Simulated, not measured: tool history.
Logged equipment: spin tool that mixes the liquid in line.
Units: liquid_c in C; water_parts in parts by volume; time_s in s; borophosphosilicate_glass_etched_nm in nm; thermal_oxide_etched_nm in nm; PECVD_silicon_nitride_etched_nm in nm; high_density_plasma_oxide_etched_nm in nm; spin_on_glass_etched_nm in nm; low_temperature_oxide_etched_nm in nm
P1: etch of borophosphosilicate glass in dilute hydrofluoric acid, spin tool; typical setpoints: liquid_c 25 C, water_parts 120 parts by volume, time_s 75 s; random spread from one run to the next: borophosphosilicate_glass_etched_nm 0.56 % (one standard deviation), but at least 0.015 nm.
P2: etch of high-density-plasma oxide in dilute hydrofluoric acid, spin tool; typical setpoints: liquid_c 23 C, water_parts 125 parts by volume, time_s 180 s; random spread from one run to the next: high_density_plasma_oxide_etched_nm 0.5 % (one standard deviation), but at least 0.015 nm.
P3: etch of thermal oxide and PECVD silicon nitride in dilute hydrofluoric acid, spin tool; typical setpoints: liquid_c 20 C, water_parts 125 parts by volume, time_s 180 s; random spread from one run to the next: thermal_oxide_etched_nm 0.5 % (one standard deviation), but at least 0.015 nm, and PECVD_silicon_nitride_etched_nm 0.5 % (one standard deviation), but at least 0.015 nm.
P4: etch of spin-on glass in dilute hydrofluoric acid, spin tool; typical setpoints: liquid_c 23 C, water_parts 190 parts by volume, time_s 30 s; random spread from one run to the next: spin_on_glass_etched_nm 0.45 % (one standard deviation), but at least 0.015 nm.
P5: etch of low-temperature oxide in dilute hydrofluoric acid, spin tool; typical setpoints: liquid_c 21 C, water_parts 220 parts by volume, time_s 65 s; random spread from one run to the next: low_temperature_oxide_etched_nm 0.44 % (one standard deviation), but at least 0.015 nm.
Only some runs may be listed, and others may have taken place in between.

| run | hour | process | liquid_c | water_parts | time_s | borophosphosilicate_glass_etched_nm | thermal_oxide_etched_nm | PECVD_silicon_nitride_etched_nm | high_density_plasma_oxide_etched_nm | spin_on_glass_etched_nm | low_temperature_oxide_etched_nm |
|---|---|---|---|---|---|---|---|---|---|---|---|
| 1 | 9.1 | P1 | 25 | 120 | 75 | 21.205 |  |  |  |  |  |
| 2 | 23 | P1 | 31 | 120 | 75 | 26.649 |  |  |  |  |  |
| 3 | 36.4 | P3 | 20 | 200 | 180 |  | 3.4101 | 2.9122 |  |  |  |
| 4 | 52 | P2 | 23 | 210 | 180 |  |  |  | 5.4226 |  |  |
| 5 | 66.2 | P1 | 17.5 | 30 | 75 | 69.771 |  |  |  |  |  |
| 6 | 75.1 | P1 | 25 | 55 | 75 | 50.818 |  |  |  |  |  |
| 7 | 89.5 | P2 | 23 | 125 | 180 |  |  |  | 9.9762 |  |  |
| 8 | 103.7 | P3 | 20 | 125 | 180 |  | 5.9278 | 4.5887 |  |  |  |
| 9 | 118.4 | P1 | 25 | 120 | 75 | 21.199 |  |  |  |  |  |
| 10 | 128.6 | P3 | 20 | 125 | 180 |  | 5.921 | 4.6266 |  |  |  |
| 11 | 142.1 | P2 | 17 | 125 | 180 |  |  |  | 7.8408 |  |  |
| 12 | 157.7 | P2 | 23 | 125 | 300 |  |  |  | 16.462 |  |  |
| 13 | 166.2 | P1 | 25 | 200 | 75 | 11.831 |  |  |  |  |  |
| 14 | 174.6 | P4 | 23 | 190 | 50 |  |  |  |  | 13.159 |  |
| 15 | 188.2 | P4 | 23 | 305 | 30 |  |  |  |  | 4.3965 |  |
| 16 | 197.4 | P5 | 21 | 220 | 125 |  |  |  |  |  | 8.7512 |
| 17 | 205.8 | P1 | 25 | 120 | 150 | 43.034 |  |  |  |  |  |
| 18 | 213.9 | P5 | 17 | 220 | 65 |  |  |  |  |  | 3.9536 |
| 19 | 221.3 | P1 | 25 | 120 | 75 | 21.082 |  |  |  |  |  |
| 20 | 230.3 | P5 | 21 | 220 | 65 |  |  |  |  |  | 4.6212 |
|  | 235.6 | thermometer replaced |
| 21 | 244.8 | P4 | 17 | 190 | 30 |  |  |  |  | 6.2942 |  |
| 22 | 259.6 | P4 | 23 | 190 | 30 |  |  |  |  | 7.8803 |  |
| 23 | 274.5 | P1 | 25 | 120 | 35 | 10.032 |  |  |  |  |  |
| 24 | 285.7 | P3 | 24 | 125 | 180 |  | 6.861 | 6.0215 |  |  |  |

The next listed run, before its measurement:
| 25 | 298.7 | P5 | 21 | 90 | 65 |  |  |  |  |  | ? |

low_temperature_oxide_etched_nm: 12.938 nm
